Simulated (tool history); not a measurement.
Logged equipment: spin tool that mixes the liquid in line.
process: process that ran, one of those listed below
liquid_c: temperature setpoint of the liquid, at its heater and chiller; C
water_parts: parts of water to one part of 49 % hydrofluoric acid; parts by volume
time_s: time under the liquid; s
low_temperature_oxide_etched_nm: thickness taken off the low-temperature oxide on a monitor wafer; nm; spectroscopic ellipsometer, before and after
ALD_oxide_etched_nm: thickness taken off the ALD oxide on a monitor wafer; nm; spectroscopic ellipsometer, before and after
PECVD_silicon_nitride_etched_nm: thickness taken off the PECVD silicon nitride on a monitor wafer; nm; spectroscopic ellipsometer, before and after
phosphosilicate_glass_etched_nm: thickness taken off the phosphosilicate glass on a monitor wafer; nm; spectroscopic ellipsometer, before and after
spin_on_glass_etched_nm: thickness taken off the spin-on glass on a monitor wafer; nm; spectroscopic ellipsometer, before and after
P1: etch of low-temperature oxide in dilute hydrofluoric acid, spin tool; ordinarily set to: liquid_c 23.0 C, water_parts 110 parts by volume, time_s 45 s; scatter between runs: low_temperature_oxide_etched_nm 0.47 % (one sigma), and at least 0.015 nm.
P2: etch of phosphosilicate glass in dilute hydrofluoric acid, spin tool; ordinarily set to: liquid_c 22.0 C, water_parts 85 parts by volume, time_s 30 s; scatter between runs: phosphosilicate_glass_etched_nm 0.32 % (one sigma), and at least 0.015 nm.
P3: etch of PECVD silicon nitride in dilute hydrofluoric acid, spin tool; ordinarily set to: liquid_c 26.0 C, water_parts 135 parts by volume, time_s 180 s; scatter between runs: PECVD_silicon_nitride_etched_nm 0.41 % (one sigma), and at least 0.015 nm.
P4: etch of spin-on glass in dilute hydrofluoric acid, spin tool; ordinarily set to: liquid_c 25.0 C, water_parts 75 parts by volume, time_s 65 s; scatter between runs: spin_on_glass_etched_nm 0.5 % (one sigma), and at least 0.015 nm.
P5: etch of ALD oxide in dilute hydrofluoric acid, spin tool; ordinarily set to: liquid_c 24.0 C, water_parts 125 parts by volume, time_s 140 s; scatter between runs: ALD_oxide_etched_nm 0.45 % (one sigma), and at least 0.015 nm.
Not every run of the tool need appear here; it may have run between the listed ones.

run	hour	process	liquid_c	water_parts	time_s	hours since the thermometer was replaced	hours since the hydrofluoric acid flow meter was replaced	low_temperature_oxide_etched_nm	ALD_oxide_etched_nm	PECVD_silicon_nitride_etched_nm	phosphosilicate_glass_etched_nm	spin_on_glass_etched_nm
1	13.4	P1	23.0	110	45	593.4	896.0	9.3376				
2	24.8	P5	24.0	205	140	604.8	907.4		15.533			
3	41.1	P1	23.0	110	45	621.1	923.7	9.3338				
4	49.8	P3	26.0	135	180	629.8	932.4			5.1633		
5	60.8	P2	22.0	85	50	640.8	943.4				96.534	
6	72.7	P1	23.0	110	70	652.7	955.3	14.5800				
7	82.1	P1	23.0	165	45	662.1	964.7	5.8704				
8	97.0	P5	24.0	125	140	677.0	979.6		28.161			
9	106.5	P3	26.0	135	180	686.5	989.1			5.1365		
10	118.5	P1	27.0	180	45	698.5	1001.1	6.1374				
11	133.1	P1	23.0	110	45	713.1	1015.7	9.3265				
12	146.7	P2	22.0	85	30	726.7	1029.3				57.832	
13	154.3	P4	25.0	125	65	734.3	1036.9					20.5790
14	165.6	P2	18.5	85	30	745.6	1048.2				50.157	
15	181.3	P2	22.0	85	30	761.3	1063.9				57.924	
16	196.8	P5	24.0	125	140	776.8	1079.4		28.263			
17	209.1	P1	19.0	110	45	789.1	1091.7	7.9848				
18	224.0	P1	23.0	45	45	804.0	1106.6	24.7270				
19	231.2	P3	18.0	135	180	811.2	1113.8			3.0635		
20	238.5	P1	17.0	110	75	818.5	1121.1	12.2150				
21	246.4	P2	22.0	130	30	826.4	1129.0				35.907	
22	257.5	P1	23.0	110	45	837.5	1140.1	9.3071				
23	273.7	P5	30.0	125	140	853.7	1156.3		35.175			
24	289.3	P1	23.0	110	15	869.3	1171.9	3.0967				
25	299.6	P4	25.0	75	15	879.6	1182.2					8.3898
26	313.4	P3	26.0	50	180	893.4	1196.0			13.6850		
27	321.7	P1	23.0	110	45	901.7	1204.3	9.2642				
28	330.8	P1	30.5	110	45	910.8	1213.4	12.4630				
29	339.5	P5	24.0	125	220	919.5	1222.1		44.130			
30	352.0	P1	23.0	110	45	932.0	1234.6	9.3811				
31	362.6	P1	23.0	110	45	942.6	1245.2	9.3229				
32	373.2	P3	26.0	135	95	953.2	1255.8			2.7171		
33	383.1	P4	28.5	75	65	963.1	1265.7					41.9290
34	396.1	P4	25.0	75	65	976.1	1278.7					36.4480

Forecast run 35:
35	406.9	P1	23.0	110	45	986.9	1289.5	?				

{"run 35": {"low_temperature_oxide_etched_nm": 9.2622}}
